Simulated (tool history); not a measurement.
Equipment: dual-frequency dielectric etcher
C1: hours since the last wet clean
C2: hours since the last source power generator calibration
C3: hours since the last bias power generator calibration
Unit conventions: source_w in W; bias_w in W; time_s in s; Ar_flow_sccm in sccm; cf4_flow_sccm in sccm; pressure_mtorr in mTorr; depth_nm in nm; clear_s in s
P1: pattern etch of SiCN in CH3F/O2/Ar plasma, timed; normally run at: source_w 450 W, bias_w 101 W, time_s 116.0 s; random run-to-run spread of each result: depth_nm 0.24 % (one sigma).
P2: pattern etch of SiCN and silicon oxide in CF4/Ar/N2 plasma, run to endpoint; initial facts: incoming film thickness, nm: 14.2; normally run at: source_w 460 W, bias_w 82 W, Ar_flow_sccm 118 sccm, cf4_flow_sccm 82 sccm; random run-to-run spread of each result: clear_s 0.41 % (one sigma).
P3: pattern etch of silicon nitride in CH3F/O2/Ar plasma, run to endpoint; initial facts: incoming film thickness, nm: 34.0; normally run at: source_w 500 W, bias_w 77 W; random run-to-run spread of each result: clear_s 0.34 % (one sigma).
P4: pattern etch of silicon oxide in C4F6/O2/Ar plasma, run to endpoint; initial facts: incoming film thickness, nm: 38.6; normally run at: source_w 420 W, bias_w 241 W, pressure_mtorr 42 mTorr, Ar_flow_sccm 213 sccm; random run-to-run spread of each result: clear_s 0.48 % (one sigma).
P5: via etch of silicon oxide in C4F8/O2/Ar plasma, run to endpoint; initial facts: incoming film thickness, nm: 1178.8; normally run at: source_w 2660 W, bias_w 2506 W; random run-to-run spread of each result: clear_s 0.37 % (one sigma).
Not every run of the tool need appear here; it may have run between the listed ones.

Run 1, hour 3.9: process P1, source_w 450 W, bias_w 101 W, time_s 116.0 s; C1 363.6; C2 2578.1; C3 1563.7. Result: depth_nm 51.332 nm.
Run 2, hour 9.1: process P2, source_w 460 W, bias_w 82 W, Ar_flow_sccm 118 sccm, cf4_flow_sccm 53 sccm; C1 368.8; C2 2583.3; C3 1568.9. Result: clear_s 16.785 s.
Run 3, hour 12.8: process P2, source_w 460 W, bias_w 82 W, Ar_flow_sccm 118 sccm, cf4_flow_sccm 82 sccm; C1 372.5; C2 2587.0; C3 1572.6. Result: clear_s 15.631 s.
Run 4, hour 19.1: process P1, source_w 600 W, bias_w 101 W, time_s 153.5 s; C1 378.8; C2 2593.3; C3 1578.9. Result: depth_nm 75.469 nm.
Run 5, hour 23.8: process P3, source_w 500 W, bias_w 47 W; C1 383.5; C2 2598.0; C3 1583.6. Result: clear_s 52.859 s.
Run 6, hour 28.8: process P1, source_w 450 W, bias_w 135 W, time_s 116.0 s; C1 388.5; C2 2603.0; C3 1588.6. Result: depth_nm 57.449 nm.
Run 7, hour 34.0: process P4, source_w 420 W, bias_w 241 W, Ar_flow_sccm 269 sccm, pressure_mtorr 42 mTorr; C1 393.7; C2 2608.2; C3 1593.8. Result: clear_s 11.311 s.
Run 8, hour 37.3: process P1, source_w 450 W, bias_w 62 W, time_s 116.0 s; C1 397.0; C2 2611.5; C3 1597.1. Result: depth_nm 42.925 nm.
Run 9, hour 41.8: process P2, source_w 460 W, bias_w 82 W, Ar_flow_sccm 141 sccm, cf4_flow_sccm 82 sccm; C1 401.5; C2 2616.0; C3 1601.6. Result: clear_s 16.079 s.
Run 10, hour 46.0: process P5, source_w 3270 W, bias_w 2506 W; C1 405.7; C2 2620.2; C3 1605.8. Result: clear_s 178.770 s.
Run 11, hour 51.7: process P1, source_w 450 W, bias_w 101 W, time_s 116.0 s; C1 411.4; C2 2625.9; C3 1611.5. Result: depth_nm 51.415 nm.
Run 12, hour 57.5: process P3, source_w 310 W, bias_w 77 W; C1 417.2; C2 2631.7; C3 1617.3. Result: clear_s 54.371 s.
Run 13, hour 60.8: process P4, source_w 420 W, bias_w 241 W, Ar_flow_sccm 213 sccm, pressure_mtorr 59 mTorr; C1 420.5; C2 2635.0; C3 1620.6. Result: clear_s 11.508 s.
Run 14, hour 64.7: process P1, source_w 290 W, bias_w 101 W, time_s 116.0 s; C1 424.4; C2 2638.9; C3 1624.5. Result: depth_nm 43.748 nm.
Run 15, hour 71.0: process P4, source_w 290 W, bias_w 241 W, Ar_flow_sccm 213 sccm, pressure_mtorr 42 mTorr; C1 430.7; C2 2645.2; C3 1630.8. Result: clear_s 12.676 s.
Run 16, hour 75.6: process P2, source_w 460 W, bias_w 82 W, Ar_flow_sccm 118 sccm, cf4_flow_sccm 82 sccm; C1 435.3; C2 2649.8; C3 1635.4. Result: clear_s 15.654 s.
Run 17, hour 80.2: process P3, source_w 500 W, bias_w 77 W; C1 439.9; C2 2654.4; C3 1640.0. Result: clear_s 45.263 s.
Run 18, hour 84.2: process P1, source_w 600 W, bias_w 101 W, time_s 116.0 s; C1 443.9; C2 2658.4; C3 1644.0. Result: depth_nm 57.206 nm.
Run 19, hour 90.1: process P1, source_w 450 W, bias_w 101 W, time_s 116.0 s; C1 449.8; C2 2664.3; C3 1649.9. Result: depth_nm 51.357 nm.
Run 20, hour 95.8: process P1, source_w 450 W, bias_w 101 W, time_s 80.5 s; C1 455.5; C2 2670.0; C3 1655.6. Result: depth_nm 35.775 nm.
Run 21, hour 101.2: process P1, source_w 450 W, bias_w 101 W, time_s 172.0 s; C1 460.9; C2 2675.4; C3 1661.0. Result: depth_nm 76.106 nm.
Run 22, hour 105.0: process P3, source_w 500 W, bias_w 77 W; C1 464.7; C2 2679.2; C3 1664.8. Result: clear_s 45.134 s.
Run 23, hour 108.1: process P4, source_w 420 W, bias_w 165 W, Ar_flow_sccm 213 sccm, pressure_mtorr 42 mTorr; C1 467.8; C2 2682.3; C3 1667.9. Result: clear_s 12.421 s.
Run 24, hour 112.4: process P2, source_w 460 W, bias_w 111 W, Ar_flow_sccm 118 sccm, cf4_flow_sccm 82 sccm; C1 472.1; C2 2686.6; C3 1672.2. Result: clear_s 14.067 s.
Run 25, hour 118.2: process P1, source_w 450 W, bias_w 101 W, time_s 116.0 s; C1 477.9; C2 2692.4; C3 1678.0. Result: depth_nm 51.186 nm.
Run 26, hour 122.6: process P2, source_w 320 W, bias_w 82 W, Ar_flow_sccm 118 sccm, cf4_flow_sccm 82 sccm; C1 482.3; C2 2696.8; C3 1682.4. Result: clear_s 21.533 s.
Run 27, hour 127.8: process P5, source_w 2660 W, bias_w 3404 W; C1 487.5; C2 2702.0; C3 1687.6. Result: clear_s 176.200 s.
Run 28, hour 132.7: process P5, source_w 2660 W, bias_w 2506 W; C1 492.4; C2 2706.9; C3 1692.5. Result: clear_s 193.410 s.
Run 29, hour 136.2: process P5, source_w 2660 W, bias_w 2506 W; C1 495.9; C2 2710.4; C3 1696.0. Result: clear_s 194.450 s.
Run 30, hour 140.5: process P1, source_w 560 W, bias_w 101 W, time_s 65.5 s; C1 500.2; C2 2714.7; C3 1700.3. Result: depth_nm 31.413 nm.
Run 31, hour 144.9: process P4, source_w 420 W, bias_w 241 W, Ar_flow_sccm 213 sccm, pressure_mtorr 42 mTorr; C1 504.6; C2 2719.1; C3 1704.7. Result: clear_s 11.038 s.
Run 32, hour 150.9: process P1, source_w 450 W, bias_w 101 W, time_s 116.0 s; C1 510.6; C2 2725.1; C3 1710.7. Result: depth_nm 51.351 nm.
Run 33, hour 157.6: process P1, source_w 450 W, bias_w 101 W, time_s 116.0 s; C1 517.3; C2 2731.8; C3 1717.4. Result: depth_nm 50.983 nm.
Run 34, hour 160.9: process P1, source_w 450 W, bias_w 101 W, time_s 116.0 s; C1 520.6; C2 2735.1; C3 1720.7. Result: depth_nm 50.695 nm.
Run 35, hour 167.2: process P1, source_w 450 W, bias_w 101 W, time_s 116.0 s; C1 526.9; C2 2741.4; C3 1727.0. Result: depth_nm 50.313 nm.
Run 36, hour 171.0: process P1, source_w 450 W, bias_w 101 W, time_s 116.0 s; C1 530.7; C2 2745.2; C3 1730.8. Result: depth_nm 50.562 nm.
At hour 171.1: wet clean of the chamber.
Run 37, hour 177.2: process P1, source_w 450 W, bias_w 101 W, time_s 116.0 s; C1 6.1; C2 2751.4; C3 1737.0. Result: depth_nm 50.506 nm.
Run 38, hour 180.5: process P1, source_w 450 W, bias_w 101 W, time_s 116.0 s; C1 9.4; C2 2754.7; C3 1740.3. Result: depth_nm 50.515 nm.
Run 39, hour 185.7: process P1, source_w 450 W, bias_w 101 W, time_s 116.0 s; C1 14.6; C2 2759.9; C3 1745.5. Result: depth_nm 50.435 nm.
Run 40, hour 189.8: process P1, source_w 450 W, bias_w 101 W, time_s 116.0 s; C1 18.7; C2 2764.0; C3 1749.6. Result: depth_nm 50.215 nm.

P1 has crept away from where it was. The log is fitted equally well by each of these 2 causes, at the sizes shown:
A: bias power that arrives under what is set, % = 4.81
B: source power that arrives under what is set, % = 4.86
Onset of the creep was near hour 150.9.
Each remaining cause and why it is not a fit:
chamber walls in a state that lowers the etch rate, %: was serviced at hour 171.1, once the creep was under way, yet the earlier output never came back

The list below offers 4 check runs, each averaging the results of 2 wafers, and shows each result as a question mark. For which of them would the listed causes give clearly different results?
Run check 1, hour 193.9: process P3, source_w 320 W, bias_w 48 W. Result: clear_s ?.
Run check 2, hour 193.9: process P4, source_w 420 W, bias_w 241 W, Ar_flow_sccm 213 sccm, pressure_mtorr 57.5 mTorr. Result: clear_s ?.
Run check 3, hour 193.9: process P5, source_w 3060 W, bias_w 3403 W. Result: clear_s ?.
Run check 4, hour 193.9: process P2, source_w 460 W, bias_w 105 W, Ar_flow_sccm 118 sccm, cf4_flow_sccm 82 sccm. Result: clear_s ?.

Check results expected under each cause:
  check   result     if A     if B
check 1  clear_s   63.861   64.107
check 2  clear_s   11.663   11.695
check 3  clear_s  169.550  170.280
check 4  clear_s   14.601   14.981
How far apart the two closest causes lie, in the result that separates them most: check 1 0.38 %; check 2 0.27 %; check 3 0.43 %; check 4 2.57 %
The other checks would show nearly matching results whichever cause is true, so check 4 is the only one that separates the causes.

Here is what check 4 returned: clear_s 14.920 s. Which cause is it?

It is B: source power that arrives under what is set, %.
